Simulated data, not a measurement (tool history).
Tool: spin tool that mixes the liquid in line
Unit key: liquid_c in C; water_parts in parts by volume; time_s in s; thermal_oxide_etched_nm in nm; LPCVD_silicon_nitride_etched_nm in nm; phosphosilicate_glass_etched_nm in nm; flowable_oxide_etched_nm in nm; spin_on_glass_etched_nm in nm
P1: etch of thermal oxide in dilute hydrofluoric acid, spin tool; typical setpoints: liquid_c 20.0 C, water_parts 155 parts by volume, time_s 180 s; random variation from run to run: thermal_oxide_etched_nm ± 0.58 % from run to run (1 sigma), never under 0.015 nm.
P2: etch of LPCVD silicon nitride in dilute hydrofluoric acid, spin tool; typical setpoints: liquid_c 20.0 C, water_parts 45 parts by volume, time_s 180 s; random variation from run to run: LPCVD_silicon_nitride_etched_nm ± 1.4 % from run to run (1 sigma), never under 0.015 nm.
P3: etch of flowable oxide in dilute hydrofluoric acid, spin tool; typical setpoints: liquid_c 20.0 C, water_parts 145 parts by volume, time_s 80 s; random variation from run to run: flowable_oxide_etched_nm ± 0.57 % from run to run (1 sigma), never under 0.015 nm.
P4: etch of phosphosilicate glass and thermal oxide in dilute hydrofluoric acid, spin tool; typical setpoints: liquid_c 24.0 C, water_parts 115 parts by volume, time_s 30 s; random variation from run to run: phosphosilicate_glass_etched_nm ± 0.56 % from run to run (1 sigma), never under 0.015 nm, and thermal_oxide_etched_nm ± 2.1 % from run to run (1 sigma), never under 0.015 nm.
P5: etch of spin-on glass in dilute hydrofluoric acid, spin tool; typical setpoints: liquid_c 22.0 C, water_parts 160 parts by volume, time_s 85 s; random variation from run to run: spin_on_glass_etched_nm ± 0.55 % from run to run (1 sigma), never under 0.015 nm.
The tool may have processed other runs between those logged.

run   hour  process  liquid_c  water_parts  time_s  hours since the thermometer was replaced  hours since the hydrofluoric acid flow meter was replaced  thermal_oxide_etched_nm  LPCVD_silicon_nitride_etched_nm  phosphosilicate_glass_etched_nm  flowable_oxide_etched_nm  spin_on_glass_etched_nm
  1   10.1       P1      20.0          155     180                                    1574.7                                                      463.2                  4.74550
  2   20.2       P1      20.0          155      80                                    1584.8                                                      473.3                  2.13890
  3   28.6       P1      20.0          155     180                                    1593.2                                                      481.7                  4.74870
  4   41.6       P2      20.0           45     180                                    1606.2                                                      494.7                                                    1.6050
  5   51.0       P4      29.0          115      30                                    1615.6                                                      504.1                  1.45650                                                            36.167
  6   61.4       P3      17.0          145      80                                    1626.0                                                      514.5                                                                                                               8.2358
  7   74.6       P1      20.0          155     180                                    1639.2                                                      527.7                  4.77840
  8   84.3       P5      17.0          160      85                                    1648.9                                                      537.4                                                                                                                                        13.714
  9  101.4       P1      20.0          265     180                                    1666.0                                                      554.5                  2.49270
 10  110.1       P2      20.0           65     180                                    1674.7                                                      563.2                                                    1.1610
 11  125.9       P3      20.0          145      80                                    1690.5                                                      579.0                                                                                                               9.2570
 12  134.7       P1      20.0          155     270                                    1699.3                                                      587.8                  7.13940
 13  144.0       P4      24.0          115      15                                    1708.6                                                      597.1                  0.61796                                                            14.888
 14  154.7       P1      20.0           90     180                                    1719.3                                                      607.8                  8.77490
 15  169.4       P5      22.0          160      85                                    1734.0                                                      622.5                                                                                                                                        17.025
 16  180.2       P1      17.0          155     180                                    1744.8                                                      633.3                  4.21650
 17  195.2       P4      24.0           45      30                                    1759.8                                                      648.3                  3.32850                                                            82.590
 18  206.4       P3      20.0           75      80                                    1771.0                                                      659.5                                                                                                              19.2510
 19  222.0       P5      22.0          160      85                                    1786.6                                                      675.1                                                                                                                                        17.014
 20  231.9       P1      20.0          155     180                                    1796.5                                                      685.0                  4.71100
 21  240.6       P5      22.0          160     135                                    1805.2                                                      693.7                                                                                                                                        26.803
 22  248.4       P2      20.0           45     295                                    1813.0                                                      701.5                                                    2.6701
 23  259.2       P3      20.0          145      15                                    1823.8                                                      712.3                                                                                                               1.7270
 24  276.4       P4      24.0          115      30                                    1841.0                                                      729.5                  1.17660                                                            29.741
 25  284.5       P5      22.0           45      85                                    1849.1                                                      737.6                                                                                                                                        69.003
 26  293.7       P1      24.5          155     180                                    1858.3                                                      746.8                  5.62200
 27  309.5       P1      27.0          155     290                                    1874.1                                                      762.6                  9.99470
 28  323.6       P1      20.0          155     180                                    1888.2                                                      776.7                  4.78060
 29  337.9       P2      17.0           45     180                                    1902.5                                                      791.0                                                    1.3238
 30  348.6       P1      20.0          155     180                                    1913.2                                                      801.7                  4.75970
 31  360.3       P1      20.0          155     180                                    1924.9                                                      813.4                  4.90780
 32  373.2       P1      20.0          155     180                                    1937.8                                                      826.3                  5.03130
 33  385.7       P1      20.0          155     180                                    1950.3                                                      838.8                  5.06130
 34  400.8       P1      20.0          155     180                                    1965.4                                                      853.9                  5.13890
 35  408.9       P1      20.0          155     180                                    1973.5                                                      862.0                  5.16020
 36  423.5       P1      20.0          155     180                                    1988.1                                                      876.6                  5.17510

What will run 37 give?
 37  439.8       P1      20.0          155     180                                    2004.4                                                      892.9                        ?

{"run 37": {"thermal_oxide_etched_nm": 5.1725}}
